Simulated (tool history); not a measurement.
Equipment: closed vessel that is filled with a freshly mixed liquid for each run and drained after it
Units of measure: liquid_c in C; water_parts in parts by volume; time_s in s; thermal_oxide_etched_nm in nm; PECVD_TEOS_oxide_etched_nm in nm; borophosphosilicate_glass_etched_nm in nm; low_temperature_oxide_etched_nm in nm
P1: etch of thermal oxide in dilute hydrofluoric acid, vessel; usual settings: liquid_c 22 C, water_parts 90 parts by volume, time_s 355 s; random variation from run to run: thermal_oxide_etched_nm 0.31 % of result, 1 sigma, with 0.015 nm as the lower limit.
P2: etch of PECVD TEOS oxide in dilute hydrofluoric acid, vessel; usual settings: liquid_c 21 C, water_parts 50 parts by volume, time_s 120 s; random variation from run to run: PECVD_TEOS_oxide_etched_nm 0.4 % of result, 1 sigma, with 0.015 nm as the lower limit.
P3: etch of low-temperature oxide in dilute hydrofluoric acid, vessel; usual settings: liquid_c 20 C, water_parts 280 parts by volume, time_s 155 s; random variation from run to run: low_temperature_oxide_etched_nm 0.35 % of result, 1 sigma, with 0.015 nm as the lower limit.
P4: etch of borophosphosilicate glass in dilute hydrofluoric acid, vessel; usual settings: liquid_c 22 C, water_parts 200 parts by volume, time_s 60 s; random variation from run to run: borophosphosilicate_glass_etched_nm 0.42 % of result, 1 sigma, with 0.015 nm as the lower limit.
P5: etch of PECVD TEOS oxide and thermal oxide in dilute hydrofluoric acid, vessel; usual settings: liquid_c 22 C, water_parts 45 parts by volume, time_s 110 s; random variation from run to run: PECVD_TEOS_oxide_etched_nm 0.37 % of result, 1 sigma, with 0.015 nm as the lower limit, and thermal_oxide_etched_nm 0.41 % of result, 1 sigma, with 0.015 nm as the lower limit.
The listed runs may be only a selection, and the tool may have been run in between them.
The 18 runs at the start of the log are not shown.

run	day	process	liquid_c	water_parts	time_s	hours since the thermometer was replaced	hours since the hydrofluoric acid flow meter was replaced	thermal_oxide_etched_nm	PECVD_TEOS_oxide_etched_nm	borophosphosilicate_glass_etched_nm	low_temperature_oxide_etched_nm
19	3.425	P3	20	280	155	730.4	1022.7				9.0425
20	3.675	P1	22	130	570	736.4	1028.7	19.191			
21	3.808	P4	22	200	60	739.6	1031.9			11.712	
22	3.992	P5	22	45	165	744	1036.3	16.819	80.059		
23	4.171	P5	22	45	110	748.3	1040.6	11.251	53.543		
24	4.312	P2	21	50	30	751.7	1044		10.387		
25	4.479	P1	22	90	100	755.7	1048	5.0596			
26	4.679	P3	20	280	30	760.5	1052.8				1.7784
27	4.792	P1	22	90	355	763.2	1055.5	17.987			
28	4.921	P1	22	130	355	766.3	1058.6	11.916			
29	5.067	P5	30	45	110	769.8	1062.1	15.458	74.016		
30	5.188	P2	21	50	120	772.7	1065		41.541		
31	5.404	P3	27.5	280	155	777.9	1070.2				11.854
32	5.546	P1	22	90	355	781.3	1073.6	18.079			
33	5.75	P1	22	90	355	786.2	1078.5	17.641			
34	5.95	P1	22	90	355	791	1083.3	17.169			
35	6.088	P1	22	90	355	794.3	1086.6	17.119			
36	6.242	P1	22	90	355	798	1090.3	17.057			
37	6.408	P1	22	90	355	802	1094.3	16.854			
38	6.558	P1	22	90	355	805.6	1097.9	16.896			

Estimate the outcome of run 39 from the log above:
39	6.804	P1	22	90	355	811.5	1103.8	?			

Run 39 came out at thermal_oxide_etched_nm 16.776 nm.

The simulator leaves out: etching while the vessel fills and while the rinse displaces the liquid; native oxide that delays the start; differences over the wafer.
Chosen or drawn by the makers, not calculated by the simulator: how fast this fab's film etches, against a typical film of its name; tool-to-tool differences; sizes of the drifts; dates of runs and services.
